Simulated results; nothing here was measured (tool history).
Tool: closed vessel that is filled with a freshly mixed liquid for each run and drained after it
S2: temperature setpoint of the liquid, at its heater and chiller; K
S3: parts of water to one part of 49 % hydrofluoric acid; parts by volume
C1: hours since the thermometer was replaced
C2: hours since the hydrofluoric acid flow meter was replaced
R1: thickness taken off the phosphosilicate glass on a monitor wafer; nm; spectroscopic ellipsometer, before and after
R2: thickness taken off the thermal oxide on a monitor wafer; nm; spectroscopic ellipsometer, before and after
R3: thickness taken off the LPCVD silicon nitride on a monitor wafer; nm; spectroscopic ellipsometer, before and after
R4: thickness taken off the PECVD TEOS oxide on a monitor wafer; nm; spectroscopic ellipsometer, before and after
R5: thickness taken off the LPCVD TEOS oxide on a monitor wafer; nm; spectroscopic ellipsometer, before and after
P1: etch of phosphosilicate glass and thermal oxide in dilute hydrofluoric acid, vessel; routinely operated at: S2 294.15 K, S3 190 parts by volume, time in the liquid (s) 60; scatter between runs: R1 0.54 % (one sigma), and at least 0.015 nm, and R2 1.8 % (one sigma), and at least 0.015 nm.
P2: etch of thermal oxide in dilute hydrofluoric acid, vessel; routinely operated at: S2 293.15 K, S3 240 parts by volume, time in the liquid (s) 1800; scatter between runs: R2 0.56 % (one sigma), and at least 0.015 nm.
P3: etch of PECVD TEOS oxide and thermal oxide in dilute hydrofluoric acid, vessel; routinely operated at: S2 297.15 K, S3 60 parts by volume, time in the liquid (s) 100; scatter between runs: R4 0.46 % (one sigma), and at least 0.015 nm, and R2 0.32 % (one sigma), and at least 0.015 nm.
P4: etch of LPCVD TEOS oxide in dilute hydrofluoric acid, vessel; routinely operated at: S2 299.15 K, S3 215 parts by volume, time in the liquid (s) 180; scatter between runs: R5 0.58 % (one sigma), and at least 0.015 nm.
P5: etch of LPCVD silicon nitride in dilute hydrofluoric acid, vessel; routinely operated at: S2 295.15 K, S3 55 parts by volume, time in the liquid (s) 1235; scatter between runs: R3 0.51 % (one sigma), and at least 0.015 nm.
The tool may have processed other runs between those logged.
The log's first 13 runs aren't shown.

Run 14, hour 116.7: process that ran P1, S2 294.15 K, S3 190 parts by volume, time in the liquid (s) 60; C1 1776.9; C2 597.1. Result: R1 22.455 nm, R2 1.2025 nm.
Run 15, hour 123.1: process that ran P4, S2 291.15 K, S3 215 parts by volume, time in the liquid (s) 180; C1 1783.3; C2 603.5. Result: R5 10.878 nm.
Run 16, hour 130: process that ran P1, S2 294.15 K, S3 190 parts by volume, time in the liquid (s) 110; C1 1790.2; C2 610.4. Result: R1 41.114 nm, R2 2.2403 nm.
Run 17, hour 138.2: process that ran P5, S2 295.15 K, S3 55 parts by volume, time in the liquid (s) 1235; C1 1798.4; C2 618.6. Result: R3 9.7772 nm.
Run 18, hour 147.7: process that ran P4, S2 299.15 K, S3 370 parts by volume, time in the liquid (s) 180; C1 1807.9; C2 628.1. Result: R5 7.2564 nm.
Run 19, hour 156: process that ran P3, S2 297.15 K, S3 110 parts by volume, time in the liquid (s) 100; C1 1816.2; C2 636.4. Result: R2 4.169 nm, R4 25.141 nm.
Run 20, hour 162.6: process that ran P5, S2 295.15 K, S3 35 parts by volume, time in the liquid (s) 1235; C1 1822.8; C2 643. Result: R3 15.273 nm.
Run 21, hour 169.1: process that ran P2, S2 293.15 K, S3 55 parts by volume, time in the liquid (s) 1800; C1 1829.3; C2 649.5. Result: R2 134.14 nm.
Run 22, hour 178.4: process that ran P3, S2 297.15 K, S3 60 parts by volume, time in the liquid (s) 165; C1 1838.6; C2 658.8. Result: R2 13.43 nm, R4 80.831 nm.
Run 23, hour 186.1: process that ran P1, S2 294.15 K, S3 190 parts by volume, time in the liquid (s) 60; C1 1846.3; C2 666.5. Result: R1 22.567 nm, R2 1.1914 nm.
Run 24, hour 192.4: process that ran P4, S2 299.15 K, S3 215 parts by volume, time in the liquid (s) 355; C1 1852.6; C2 672.8. Result: R5 29.124 nm.
Run 25, hour 197.5: process that ran P1, S2 302.15 K, S3 190 parts by volume, time in the liquid (s) 30; C1 1857.7; C2 677.9. Result: R1 15.056 nm, R2 0.79187 nm.
Run 26, hour 207.9: process that ran P1, S2 294.15 K, S3 190 parts by volume, time in the liquid (s) 60; C1 1868.1; C2 688.3. Result: R1 22.449 nm, R2 1.1817 nm.
Run 27, hour 213.3: process that ran P1, S2 294.15 K, S3 190 parts by volume, time in the liquid (s) 30; C1 1873.5; C2 693.7. Result: R1 11.203 nm, R2 0.56933 nm.
Run 28, hour 220.7: process that ran P1, S2 294.15 K, S3 330 parts by volume, time in the liquid (s) 60; C1 1880.9; C2 701.1. Result: R1 11.368 nm, R2 0.5873 nm.
Run 29, hour 227.3: process that ran P2, S2 297.15 K, S3 240 parts by volume, time in the liquid (s) 1800; C1 1887.5; C2 707.7. Result: R2 28.836 nm.
Run 30, hour 236: process that ran P3, S2 297.15 K, S3 60 parts by volume, time in the liquid (s) 100; C1 1896.2; C2 716.4. Result: R2 8.134 nm, R4 48.798 nm.
Run 31, hour 244.1: process that ran P2, S2 293.15 K, S3 240 parts by volume, time in the liquid (s) 3320; C1 1904.3; C2 724.5. Result: R2 45.948 nm.
Run 32, hour 253.4: process that ran P1, S2 294.15 K, S3 190 parts by volume, time in the liquid (s) 60; C1 1913.6; C2 733.8. Result: R1 22.498 nm, R2 1.1663 nm.
Run 33, hour 262.1: process that ran P1, S2 294.15 K, S3 190 parts by volume, time in the liquid (s) 60; C1 1922.3; C2 742.5. Result: R1 23.174 nm, R2 1.2661 nm.
Run 34, hour 268.6: process that ran P1, S2 294.15 K, S3 190 parts by volume, time in the liquid (s) 60; C1 1928.8; C2 749. Result: R1 23.626 nm, R2 1.2947 nm.

Run 35, settings as shown, results not yet in. Your forecast:
Run 35, hour 277.4: process that ran P1, S2 294.15 K, S3 190 parts by volume, time in the liquid (s) 60; C1 1937.6; C2 757.8. Result: R1 ?, R2 ?.

Run 35 came out at R1 24.171 nm, R2 1.2466 nm.
